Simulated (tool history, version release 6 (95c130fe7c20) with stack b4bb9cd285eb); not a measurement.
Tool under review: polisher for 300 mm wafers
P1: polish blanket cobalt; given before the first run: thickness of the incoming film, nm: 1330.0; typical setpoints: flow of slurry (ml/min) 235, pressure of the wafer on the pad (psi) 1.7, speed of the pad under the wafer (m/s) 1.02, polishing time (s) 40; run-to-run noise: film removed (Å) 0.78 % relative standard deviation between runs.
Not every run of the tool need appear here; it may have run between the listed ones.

run,hour,flow of slurry (ml/min),pressure of the wafer on the pad (psi),speed of the pad under the wafer (m/s),polishing time (s),wafers polished on this pad,hours since the slurry nozzle was cleaned,hours since the head pressure was calibrated,film removed (Å)
1,8.3,235,1.7,1.02,40,1105,326.3,303.1,1960.00
2,17.0,235,1.2,1.02,40,1179,335.0,311.8,1411.40
3,22.8,235,1.7,1.02,40,1228,340.8,317.6,1977.80
4,29.0,235,1.7,1.02,51,1280,347.0,323.8,2551.30
5,36.8,235,1.7,0.68,52,1345,354.8,331.6,1726.40
6,44.2,235,1.7,1.02,40,1408,362.2,339.0,1990.20
7,52.3,235,2.6,1.02,40,1476,370.3,347.1,3002.30
8,59.7,235,1.7,0.46,26,1538,377.7,354.5,576.43
9,64.8,235,1.7,1.50,40,1581,382.8,359.6,2904.40
10,71.7,235,1.7,1.02,40,1639,389.7,366.5,1974.00
11,80.6,235,1.7,0.48,40,1714,398.6,375.4,935.68
12,89.8,235,0.9,0.48,40,1792,407.8,384.6,493.49
13,98.1,235,1.7,1.02,40,1861,416.1,392.9,1969.70
14,102.4,235,1.7,1.02,40,1898,420.4,397.2,1968.20
15,106.9,315,1.7,1.02,40,1936,424.9,401.7,2051.90
16,113.2,235,1.7,1.02,20,1989,431.2,408.0,978.49
17,117.4,235,1.7,1.02,40,2024,435.4,412.2,1988.50
18,126.6,140,1.7,1.02,40,2101,444.6,421.4,1832.60
19,135.1,235,1.7,1.02,40,2173,453.1,429.9,1984.70
20,143.4,235,1.7,1.02,40,2243,461.4,438.2,1934.60
21,149.3,235,1.7,1.02,40,2292,467.3,444.1,1913.30
22,153.9,235,1.7,1.02,40,2331,471.9,448.7,1902.80
23,160.9,235,1.7,1.02,40,2390,478.9,455.7,1908.90
24,165.6,235,1.7,1.02,40,2430,483.6,460.4,1889.00
# hour 167.1: worn pad replaced by a new one
25,171.7,235,1.7,1.02,40,39,489.7,466.5,1851.40
26,179.7,235,1.7,1.02,40,106,497.7,474.5,1888.90
27,185.6,235,1.7,1.02,40,156,503.6,480.4,1866.80
28,194.8,235,1.7,1.02,40,233,512.8,489.6,1856.40

Something has made what P1 gives creep away from where it was; the 2 causes below, each at its own stated size, fit the log equally well:
A: slurry flow missing at the pad, % = 35.5
B: head's pressure below its setpoint, % = 5.98
The gradual shift began around hour 135.1.
Ruled out, with reasons:
removal rate lost through wear of the pad, %: was serviced at hour 167.1, once the creep was under way, yet the earlier output never came back

Which of the 4 check runs listed below, each an average over 3 wafers with its results shown as question marks, gives clearly different results under the different listed causes?
check 1,204.0,235,1.7,0.64,40,,,,?
check 2,204.0,140,2.6,1.02,40,,,,?
check 3,204.0,235,2.0,1.02,40,,,,?
check 4,204.0,235,1.7,1.28,40,,,,?

Outcome of each check run for each possible cause:
check,result,if A,if B
check 1,film removed (Å),1165.20,1165.20
check 2,film removed (Å),2536.40,2633.00
check 3,film removed (Å),2184.80,2184.80
check 4,film removed (Å),2330.50,2330.50
Per-check spread between the two closest causes, in the result where they differ most: check 1 0 %; check 2 3.74 %; check 3 0 %; check 4 0 %
Only check 2 tells the causes apart: in the others they would give nearly the same result.

Check 2 was then run and gave: film removed (Å) 2542.00. Which cause is it?

The correct cause is A, namely: slurry flow missing at the pad, %.

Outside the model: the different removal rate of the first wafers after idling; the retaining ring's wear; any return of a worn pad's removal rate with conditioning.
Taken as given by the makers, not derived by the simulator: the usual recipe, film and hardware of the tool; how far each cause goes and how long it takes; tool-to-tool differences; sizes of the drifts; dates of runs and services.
